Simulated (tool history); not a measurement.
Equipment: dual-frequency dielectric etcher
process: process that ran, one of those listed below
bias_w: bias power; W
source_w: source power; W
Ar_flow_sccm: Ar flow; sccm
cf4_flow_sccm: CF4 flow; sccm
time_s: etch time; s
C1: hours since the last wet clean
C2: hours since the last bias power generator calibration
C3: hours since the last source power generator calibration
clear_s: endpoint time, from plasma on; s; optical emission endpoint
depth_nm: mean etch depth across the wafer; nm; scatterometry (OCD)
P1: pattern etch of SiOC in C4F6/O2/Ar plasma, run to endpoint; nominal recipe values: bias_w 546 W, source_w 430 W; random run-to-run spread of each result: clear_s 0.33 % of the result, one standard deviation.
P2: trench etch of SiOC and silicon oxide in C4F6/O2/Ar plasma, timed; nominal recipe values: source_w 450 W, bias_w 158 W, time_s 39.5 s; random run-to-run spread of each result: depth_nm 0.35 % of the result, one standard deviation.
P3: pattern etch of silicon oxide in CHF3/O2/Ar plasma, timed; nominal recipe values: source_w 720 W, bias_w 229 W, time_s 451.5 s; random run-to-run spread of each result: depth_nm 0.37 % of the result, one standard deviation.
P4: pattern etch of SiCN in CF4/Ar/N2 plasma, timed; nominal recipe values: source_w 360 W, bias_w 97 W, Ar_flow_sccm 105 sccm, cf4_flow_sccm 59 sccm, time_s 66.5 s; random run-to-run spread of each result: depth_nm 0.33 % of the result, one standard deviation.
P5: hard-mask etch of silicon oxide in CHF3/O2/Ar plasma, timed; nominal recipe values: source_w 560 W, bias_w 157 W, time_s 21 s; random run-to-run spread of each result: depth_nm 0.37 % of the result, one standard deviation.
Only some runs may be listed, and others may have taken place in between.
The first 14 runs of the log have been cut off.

Run 15, hour 65.9: process P1, bias_w 546 W, source_w 430 W; C1 207.7; C2 843.3; C3 1855.4. Result: clear_s 8.4321 s.
Run 16, hour 71.9: process P1, bias_w 420 W, source_w 290 W; C1 213.7; C2 849.3; C3 1861.4. Result: clear_s 10.831 s.
Run 17, hour 77.2: process P5, bias_w 198 W, source_w 560 W, time_s 21 s; C1 219; C2 854.6; C3 1866.7. Result: depth_nm 40.665 nm.
Run 18, hour 82.7: process P3, bias_w 150 W, source_w 720 W, time_s 451.5 s; C1 224.5; C2 860.1; C3 1872.2. Result: depth_nm 882.92 nm.
Run 19, hour 86.7: process P5, bias_w 157 W, source_w 560 W, time_s 21 s; C1 228.5; C2 864.1; C3 1876.2. Result: depth_nm 37.673 nm.
Run 20, hour 90.3: process P5, bias_w 157 W, source_w 560 W, time_s 21 s; C1 232.1; C2 867.7; C3 1879.8. Result: depth_nm 37.765 nm.
Run 21, hour 95.1: process P1, bias_w 546 W, source_w 430 W; C1 236.9; C2 872.5; C3 1884.6. Result: clear_s 8.4469 s.
Run 22, hour 100.4: process P3, bias_w 229 W, source_w 720 W, time_s 451.5 s; C1 242.2; C2 877.8; C3 1889.9. Result: depth_nm 1016.4 nm.

Run 23 comes next. What will it give?
Run 23, hour 103.9: process P5, bias_w 157 W, source_w 560 W, time_s 11.5 s; C1 245.7; C2 881.3; C3 1893.4. Result: depth_nm ?.

Run 23 gave depth_nm 20.639 nm.
